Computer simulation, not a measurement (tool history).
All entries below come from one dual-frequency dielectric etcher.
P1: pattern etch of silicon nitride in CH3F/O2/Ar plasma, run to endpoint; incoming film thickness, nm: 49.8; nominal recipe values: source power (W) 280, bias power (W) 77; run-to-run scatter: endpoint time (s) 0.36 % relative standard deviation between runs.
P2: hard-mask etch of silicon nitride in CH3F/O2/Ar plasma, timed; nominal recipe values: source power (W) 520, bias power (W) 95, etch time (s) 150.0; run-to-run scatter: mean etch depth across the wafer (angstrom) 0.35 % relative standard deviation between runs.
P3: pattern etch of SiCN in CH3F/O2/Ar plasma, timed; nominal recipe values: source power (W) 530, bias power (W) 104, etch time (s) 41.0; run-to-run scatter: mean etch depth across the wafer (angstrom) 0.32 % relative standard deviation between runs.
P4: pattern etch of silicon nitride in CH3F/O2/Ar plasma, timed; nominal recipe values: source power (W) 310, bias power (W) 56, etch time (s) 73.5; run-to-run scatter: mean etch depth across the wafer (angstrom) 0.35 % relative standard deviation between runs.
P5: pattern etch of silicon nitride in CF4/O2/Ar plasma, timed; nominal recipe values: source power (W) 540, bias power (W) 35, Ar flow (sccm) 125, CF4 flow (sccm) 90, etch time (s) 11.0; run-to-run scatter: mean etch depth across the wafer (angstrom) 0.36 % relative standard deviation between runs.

run   hour  process that ran  source power (W)  bias power (W)  Ar flow (sccm)  CF4 flow (sccm)  etch time (s)  endpoint time (s)  mean etch depth across the wafer (angstrom)
  1   14.6                P1               280              77                                                             80.498
  2   23.5                P1               280              77                                                             79.718
  3   42.7                P1               280              77                                                             80.120
  4   61.8                P5               540              35             176               90           11.0                                                          179.11
  5   80.9                P1               230              57                                                             95.976
  6   93.5                P5               540              49             125               90           11.0                                                          214.68
  7  108.2                P1               280             100                                                             73.031
  8  122.9                P4               310              56                                            73.5                                                          430.43
  9  139.5                P1               280              77                                                             79.804
 10  156.5                P2               330              95                                           150.0                                                         1042.10
 11  168.8                P1               280              77                                                             80.677
 12  184.5                P3               530             104                                            26.0                                                          117.17
     189.0  -- bias power generator calibrated
 13  201.4                P4               310              78                                            73.5                                                          480.75
 14  220.0                P5               540              35             125               74           11.0                                                          183.13
 15  230.8                P2               520              72                                           150.0                                                         1111.80
 16  247.5                P5               540              35             125               90           11.0                                                          188.15
 17  263.7                P2               520              95                                           150.0                                                         1239.40
 18  281.5                P1               280              77                                                             79.828
     296.3  -- source power generator calibrated
 19  299.7                P1               370              77                                                             72.237
 20  308.3                P3               650             104                                            41.0                                                          200.09
 21  322.6                P4               310              56                                            73.5                                                          428.40
 22  337.9                P1               280              59                                                             87.600
 23  348.1                P2               520              95                                           108.5                                                          893.93
 24  364.7                P1               220              77                                                             88.062
 25  373.1                P5               540              35             125               90           16.0                                                          276.39
     381.0  -- wet clean of the chamber
 26  383.1                P1               280              77                                                             80.377
 27  402.2                P3               530              84                                            41.0                                                          170.90
 28  416.1                P3               530             104                                            41.0                                                          185.99
 29  428.6                P4               410              56                                            73.5                                                          477.20
 30  439.0                P4               310              56                                           107.5                                                          631.08
 31  448.6                P5               700              35             125               90           11.0                                                          236.87
 32  464.5                P3               530             104                                            41.0                                                          184.59
 33  480.4                P2               520              95                                           150.0                                                         1233.60
 34  494.0                P1               280              77                                                             80.118
 35  512.4                P1               280              77                                                             80.947
 36  521.9                P1               280              77                                                             80.955
 37  530.6                P1               280              77                                                             80.743
 38  546.9                P1               280              77                                                             81.301
     562.3  -- wet clean of the chamber
 39  564.2                P1               280              77                                                             81.488
 40  579.7                P1               280              77                                                             81.601
 41  597.5                P1               280              77                                                             81.161

P1 has crept away from where it was. The log is fitted equally well by each of these 2 causes, at the sizes shown:
A: bias power that arrives under what is set, % = 4.87
B: source power that arrives under what is set, % = 4.63
The creep began at about hour 494.0.
Every other cause this tool's parts could produce, and why it does not fit the log:
chamber walls in a state that lowers the etch rate, %: serviced after onset, at hour 562.3, with no recovery of the prior output

The list below offers 4 check runs, each averaging the results of 2 wafers, and shows each result as a question mark. For which of them would the listed causes give clearly different results?
check 1  615.3                P2               520              95                                           150.0                                                               ?
check 2  615.3                P4               310              56                                            73.5                                                               ?
check 3  615.3                P5               540              35             125               90           11.0                                                               ?
check 4  615.3                P3               530             104                                            41.0                                                               ?

Outcome of each check run for each possible cause:
  check                                       result     if A     if B
check 1  mean etch depth across the wafer (angstrom)  1213.50  1213.40
check 2  mean etch depth across the wafer (angstrom)   423.48   422.72
check 3  mean etch depth across the wafer (angstrom)   185.81   181.46
check 4  mean etch depth across the wafer (angstrom)   181.53   181.72
Smallest distance between any two causes, each pair judged by its most separating result, in per cent: check 1 0 %; check 2 0.18 %; check 3 2.37 %; check 4 0.1 %
Check 3 distinguishes between the causes, while the remaining checks would return nearly the same result for all of them.

Check 3 was carried out, with these results: mean etch depth across the wafer (angstrom) 181.45. Which of the listed causes is responsible?

The correct cause is B, namely: source power that arrives under what is set, %.
